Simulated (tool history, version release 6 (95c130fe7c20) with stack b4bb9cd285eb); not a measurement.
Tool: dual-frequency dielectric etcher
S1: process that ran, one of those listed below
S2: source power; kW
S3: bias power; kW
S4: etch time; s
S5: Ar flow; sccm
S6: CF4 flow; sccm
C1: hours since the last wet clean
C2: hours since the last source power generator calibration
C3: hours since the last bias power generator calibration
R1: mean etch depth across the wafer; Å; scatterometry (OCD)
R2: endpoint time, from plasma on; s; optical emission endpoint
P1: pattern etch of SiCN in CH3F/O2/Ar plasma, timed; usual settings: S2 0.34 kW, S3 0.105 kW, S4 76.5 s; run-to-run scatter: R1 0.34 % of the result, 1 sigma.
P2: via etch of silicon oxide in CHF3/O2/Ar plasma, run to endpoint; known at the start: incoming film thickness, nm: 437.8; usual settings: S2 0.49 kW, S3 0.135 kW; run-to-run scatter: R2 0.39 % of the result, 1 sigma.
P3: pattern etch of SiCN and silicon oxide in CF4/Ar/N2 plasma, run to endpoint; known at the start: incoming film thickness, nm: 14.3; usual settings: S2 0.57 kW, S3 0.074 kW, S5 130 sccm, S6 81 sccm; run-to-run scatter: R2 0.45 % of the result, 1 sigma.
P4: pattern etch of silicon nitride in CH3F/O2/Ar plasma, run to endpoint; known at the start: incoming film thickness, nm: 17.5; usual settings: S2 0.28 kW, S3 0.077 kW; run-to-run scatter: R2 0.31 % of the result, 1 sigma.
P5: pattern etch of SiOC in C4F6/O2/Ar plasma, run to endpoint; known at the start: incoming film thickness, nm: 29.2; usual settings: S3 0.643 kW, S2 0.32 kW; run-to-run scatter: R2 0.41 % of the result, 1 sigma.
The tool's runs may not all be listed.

| run | hour | S1 | S2 | S3 | S4 | S5 | S6 | C1 | C2 | C3 | R1 | R2 |
|---|---|---|---|---|---|---|---|---|---|---|---|---|
| 1 | 12.7 | P1 | 0.34 | 0.105 | 76.5 |  |  | 121.6 | 499.4 | 2924.4 | 315.92 |  |
| 2 | 25.6 | P1 | 0.34 | 0.105 | 42 |  |  | 134.5 | 512.3 | 2937.3 | 173.64 |  |
| 3 | 32.8 | P1 | 0.34 | 0.141 | 76.5 |  |  | 141.7 | 519.5 | 2944.5 | 355.25 |  |
| 4 | 44.4 | P1 | 0.34 | 0.105 | 103.5 |  |  | 153.3 | 531.1 | 2956.1 | 427.11 |  |
| 5 | 58.9 | P2 | 0.49 | 0.135 |  |  |  | 167.8 | 545.6 | 2970.6 |  | 260.59 |
| 6 | 68.3 | P2 | 0.63 | 0.135 |  |  |  | 177.2 | 555 | 2980 |  | 237.68 |
| 7 | 78.2 | P3 | 0.37 | 0.074 |  | 130 | 81 | 187.1 | 564.9 | 2989.9 |  | 20.049 |
| 8 | 88.6 | P1 | 0.27 | 0.105 | 76.5 |  |  | 197.5 | 575.3 | 3000.3 | 290.6 |  |
| 9 | 96.1 | P4 | 0.28 | 0.077 |  |  |  | 205 | 582.8 | 3007.8 |  | 27.382 |
| 10 | 109.6 | P1 | 0.34 | 0.105 | 76.5 |  |  | 218.5 | 596.3 | 3021.3 | 316.25 |  |
| 11 | 122.3 | P3 | 0.57 | 0.104 |  | 130 | 81 | 231.2 | 609 | 3034 |  | 12.099 |
| 12 | 135.1 | P4 | 0.39 | 0.077 |  |  |  | 244 | 621.8 | 3046.8 |  | 24.227 |
| 13 | 151.7 | P1 | 0.34 | 0.105 | 76.5 |  |  | 260.6 | 638.4 | 3063.4 | 314.51 |  |
| 14 | 161 | P2 | 0.49 | 0.081 |  |  |  | 269.9 | 647.7 | 3072.7 |  | 305.33 |
|  | 174.9 | bias power generator calibrated |
| 15 | 177.3 | P4 | 0.28 | 0.077 |  |  |  | 286.2 | 664 | 2.5 |  | 27.518 |
| 16 | 184.8 | P4 | 0.28 | 0.047 |  |  |  | 293.7 | 671.5 | 10 |  | 32.493 |
| 17 | 192.4 | P3 | 0.57 | 0.074 |  | 130 | 81 | 301.3 | 679.1 | 17.6 |  | 13.766 |
| 18 | 204.2 | P1 | 0.34 | 0.105 | 76.5 |  |  | 313.1 | 690.9 | 29.4 | 316.22 |  |
| 19 | 220.1 | P5 | 0.32 | 0.643 |  |  |  | 329 | 706.8 | 45.3 |  | 9.611 |
| 20 | 236.1 | P1 | 0.43 | 0.142 | 76.5 |  |  | 345 | 722.8 | 61.3 | 387.35 |  |
| 21 | 246 | P1 | 0.47 | 0.105 | 76.5 |  |  | 354.9 | 732.7 | 71.2 | 353.43 |  |
| 22 | 258.6 | P5 | 0.45 | 0.643 |  |  |  | 367.5 | 745.3 | 83.8 |  | 8.4867 |
| 23 | 266 | P1 | 0.34 | 0.143 | 48 |  |  | 374.9 | 752.7 | 91.2 | 222.93 |  |

Run 24 comes next. What will it give?
| 24 | 273.9 | P1 | 0.34 | 0.08 | 76.5 |  |  | 382.8 | 760.6 | 99.1 | ? |  |

Run 24 gave R1 283.85 Å.

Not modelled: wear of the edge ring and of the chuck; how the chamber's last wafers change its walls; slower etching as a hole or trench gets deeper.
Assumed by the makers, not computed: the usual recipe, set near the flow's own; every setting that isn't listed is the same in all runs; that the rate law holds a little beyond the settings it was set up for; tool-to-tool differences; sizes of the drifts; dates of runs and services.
